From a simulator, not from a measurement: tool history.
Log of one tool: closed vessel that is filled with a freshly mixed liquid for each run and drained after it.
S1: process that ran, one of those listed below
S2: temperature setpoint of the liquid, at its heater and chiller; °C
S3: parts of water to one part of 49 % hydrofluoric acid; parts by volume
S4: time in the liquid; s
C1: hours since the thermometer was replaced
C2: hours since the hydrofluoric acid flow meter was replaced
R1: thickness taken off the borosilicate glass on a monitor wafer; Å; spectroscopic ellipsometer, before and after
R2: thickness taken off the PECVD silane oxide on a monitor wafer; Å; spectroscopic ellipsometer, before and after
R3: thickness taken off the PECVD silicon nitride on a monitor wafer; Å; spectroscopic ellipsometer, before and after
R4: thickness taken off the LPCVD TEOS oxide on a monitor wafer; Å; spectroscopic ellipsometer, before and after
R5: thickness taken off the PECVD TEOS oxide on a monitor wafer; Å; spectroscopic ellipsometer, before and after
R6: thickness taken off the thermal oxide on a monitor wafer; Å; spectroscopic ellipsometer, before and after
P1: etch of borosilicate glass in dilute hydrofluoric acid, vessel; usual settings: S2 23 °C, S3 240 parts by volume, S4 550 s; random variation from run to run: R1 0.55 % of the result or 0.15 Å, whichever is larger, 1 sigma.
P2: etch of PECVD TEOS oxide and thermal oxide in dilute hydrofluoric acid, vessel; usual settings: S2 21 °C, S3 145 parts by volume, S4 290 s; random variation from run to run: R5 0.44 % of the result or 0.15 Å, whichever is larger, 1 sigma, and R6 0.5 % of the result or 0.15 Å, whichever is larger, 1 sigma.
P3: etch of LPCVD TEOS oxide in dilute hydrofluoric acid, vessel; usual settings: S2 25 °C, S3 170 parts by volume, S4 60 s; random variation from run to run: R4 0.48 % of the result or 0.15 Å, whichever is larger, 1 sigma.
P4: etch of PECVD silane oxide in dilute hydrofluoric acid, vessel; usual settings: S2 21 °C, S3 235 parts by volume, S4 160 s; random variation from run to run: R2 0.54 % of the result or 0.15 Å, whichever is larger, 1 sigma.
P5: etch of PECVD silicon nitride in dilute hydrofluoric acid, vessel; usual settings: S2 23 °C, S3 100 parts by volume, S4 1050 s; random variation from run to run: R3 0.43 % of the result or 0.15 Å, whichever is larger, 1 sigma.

{"run": 1, "hour": 8.8, "S1": "P1", "S2": 23, "S3": 240, "S4": 550, "C1": 550.2, "C2": 1077.2, "R1": 423.38}
{"run": 2, "hour": 18.7, "S1": "P1", "S2": 23, "S3": 335, "S4": 550, "C1": 560.1, "C2": 1087.1, "R1": 275.06}
{"run": 3, "hour": 24.8, "S1": "P1", "S2": 23, "S3": 385, "S4": 240, "C1": 566.2, "C2": 1093.2, "R1": 100.87}
{"run": 4, "hour": 30.5, "S1": "P4", "S2": 25.5, "S3": 235, "S4": 160, "C1": 571.9, "C2": 1098.9, "R2": 164.9}
{"run": 5, "hour": 38.8, "S1": "P1", "S2": 23, "S3": 240, "S4": 550, "C1": 580.2, "C2": 1107.2, "R1": 420.98}
{"run": 6, "hour": 45.9, "S1": "P5", "S2": 23, "S3": 20, "S4": 1050, "C1": 587.3, "C2": 1114.3, "R3": 2763.6}
{"run": 7, "hour": 55.5, "S1": "P1", "S2": 23, "S3": 125, "S4": 550, "C1": 596.9, "C2": 1123.9, "R1": 907.75}
{"run": 8, "hour": 65.0, "S1": "P3", "S2": 25, "S3": 170, "S4": 110, "C1": 606.4, "C2": 1133.4, "R4": 171.38}
{"run": 9, "hour": 72.0, "S1": "P4", "S2": 21, "S3": 235, "S4": 160, "C1": 613.4, "C2": 1140.4, "R2": 138.46}
{"run": 10, "hour": 81.2, "S1": "P2", "S2": 21, "S3": 145, "S4": 465, "C1": 622.6, "C2": 1149.6, "R5": 409.59, "R6": 140.22}
{"run": 11, "hour": 86.5, "S1": "P3", "S2": 17.5, "S3": 170, "S4": 60, "C1": 627.9, "C2": 1154.9, "R4": 68.731}
{"run": 12, "hour": 94.2, "S1": "P1", "S2": 23, "S3": 240, "S4": 550, "C1": 635.6, "C2": 1162.6, "R1": 423.43}
{"run": 13, "hour": 101.3, "S1": "P5", "S2": 23, "S3": 100, "S4": 115, "C1": 642.7, "C2": 1169.7, "R3": 63.159}
{"run": 14, "hour": 112.3, "S1": "P1", "S2": 19, "S3": 240, "S4": 550, "C1": 653.7, "C2": 1180.7, "R1": 362.68}
{"run": 15, "hour": 122.7, "S1": "P3", "S2": 25, "S3": 40, "S4": 60, "C1": 664.1, "C2": 1191.1, "R4": 462.41}
{"run": 16, "hour": 128.8, "S1": "P1", "S2": 23, "S3": 240, "S4": 550, "C1": 670.2, "C2": 1197.2, "R1": 425.24}
{"run": 17, "hour": 136.1, "S1": "P1", "S2": 17, "S3": 420, "S4": 550, "C1": 677.5, "C2": 1204.5, "R1": 166.46}
{"run": 18, "hour": 142.7, "S1": "P4", "S2": 21, "S3": 235, "S4": 160, "C1": 684.1, "C2": 1211.1, "R2": 139.08}
{"run": 19, "hour": 151.6, "S1": "P1", "S2": 23, "S3": 240, "S4": 550, "C1": 693, "C2": 1220, "R1": 419.28}
{"run": 20, "hour": 157.8, "S1": "P1", "S2": 23, "S3": 240, "S4": 170, "C1": 699.2, "C2": 1226.2, "R1": 130.44}
{"run": 21, "hour": 168.8, "S1": "P2", "S2": 17, "S3": 145, "S4": 290, "C1": 710.2, "C2": 1237.2, "R5": 217.39, "R6": 73.74}
{"run": 22, "hour": 175.8, "S1": "P5", "S2": 17, "S3": 100, "S4": 1050, "C1": 717.2, "C2": 1244.2, "R3": 379.73}
{"run": 23, "hour": 184.7, "S1": "P4", "S2": 21, "S3": 40, "S4": 160, "C1": 726.1, "C2": 1253.1, "R2": 1020.9}
{"run": 24, "hour": 193.7, "S1": "P2", "S2": 21, "S3": 145, "S4": 290, "C1": 735.1, "C2": 1262.1, "R5": 256.27, "R6": 86.745}
{"run": 25, "hour": 204.7, "S1": "P1", "S2": 23, "S3": 240, "S4": 550, "C1": 746.1, "C2": 1273.1, "R1": 420.01}
{"run": 26, "hour": 209.8, "S1": "P1", "S2": 17, "S3": 85, "S4": 550, "C1": 751.2, "C2": 1278.2, "R1": 1088.9}
{"run": 27, "hour": 215.2, "S1": "P5", "S2": 23, "S3": 100, "S4": 1050, "C1": 756.6, "C2": 1283.6, "R3": 574.18}
{"run": 28, "hour": 224.8, "S1": "P2", "S2": 21, "S3": 255, "S4": 290, "C1": 766.2, "C2": 1293.2, "R5": 129.58, "R6": 44.629}
{"run": 29, "hour": 231.7, "S1": "P4", "S2": 21, "S3": 235, "S4": 310, "C1": 773.1, "C2": 1300.1, "R2": 270.79}
{"run": 30, "hour": 237.7, "S1": "P1", "S2": 23, "S3": 240, "S4": 945, "C1": 779.1, "C2": 1306.1, "R1": 723.1}
{"run": 31, "hour": 245.3, "S1": "P1", "S2": 30, "S3": 240, "S4": 550, "C1": 786.7, "C2": 1313.7, "R1": 533.66}
{"run": 32, "hour": 250.9, "S1": "P3", "S2": 25, "S3": 170, "S4": 60, "C1": 792.3, "C2": 1319.3, "R4": 92.134}
{"run": 33, "hour": 258.1, "S1": "P1", "S2": 23, "S3": 240, "S4": 550, "C1": 799.5, "C2": 1326.5, "R1": 420.25}
{"run": 34, "hour": 268.3, "S1": "P1", "S2": 23, "S3": 240, "S4": 550, "C1": 809.7, "C2": 1336.7, "R1": 400.16}
{"run": 35, "hour": 273.7, "S1": "P1", "S2": 23, "S3": 240, "S4": 550, "C1": 815.1, "C2": 1342.1, "R1": 396.53}
{"run": 36, "hour": 282.1, "S1": "P1", "S2": 23, "S3": 240, "S4": 550, "C1": 823.5, "C2": 1350.5, "R1": 392.81}
{"run": 37, "hour": 287.0, "S1": "P1", "S2": 23, "S3": 240, "S4": 550, "C1": 828.4, "C2": 1355.4, "R1": 394.4}
{"run": 38, "hour": 293.7, "S1": "P1", "S2": 23, "S3": 240, "S4": 550, "C1": 835.1, "C2": 1362.1, "R1": 390.47}
{"run": 39, "hour": 299.0, "S1": "P1", "S2": 23, "S3": 240, "S4": 550, "C1": 840.4, "C2": 1367.4, "R1": 387.79}
{"run": 40, "hour": 306.0, "S1": "P1", "S2": 23, "S3": 240, "S4": 550, "C1": 847.4, "C2": 1374.4, "R1": 390.22}

What P1 gives has crept away from where it was. These 2 causes fit the log equally well, each at the size given:
A: liquid colder than its thermometer reads (K) = 2
B: hydrofluoric acid flow below the setpoint (%) = 5.74
The creep began at about hour 258.1.

4 check runs are offered, one wafer each, their results left as question marks. Which one tells the causes apart?
{"run": "check 1", "hour": 313.0, "S1": "P5", "S2": 20, "S3": 30, "S4": 1050, "R3": "?"}
{"run": "check 2", "hour": 313.0, "S1": "P3", "S2": 18, "S3": 170, "S4": 60, "R4": "?"}
{"run": "check 3", "hour": 313.0, "S1": "P2", "S2": 21, "S3": 255, "S4": 290, "R5": "?", "R6": "?"}
{"run": "check 4", "hour": 313.0, "S1": "P4", "S2": 21, "S3": 135, "S4": 275, "R2": "?"}

What each check would give under each cause:
check=check_1 result=R3 if_A=1317.5 if_B=1433.2
check=check_2 result=R4 if_A=65.12 if_B=65.907
check=check_3 result=R5 if_A=120.76 if_B=120.89
check=check_3 result=R6 if_A=41.119 if_B=41.163
check=check_4 result=R2 if_A=427.91 if_B=433.23
How far apart the two closest causes lie, in the result that separates them most: check 1 8.42 %; check 2 1.2 %; check 3 0.11 %; check 4 1.23 %
Only check 1 tells the causes apart: in the others they would give nearly the same result.

Then check 1 was run and gave: R3 1316.4 Å. Which cause is it?

It is A: liquid colder than its thermometer reads (K).
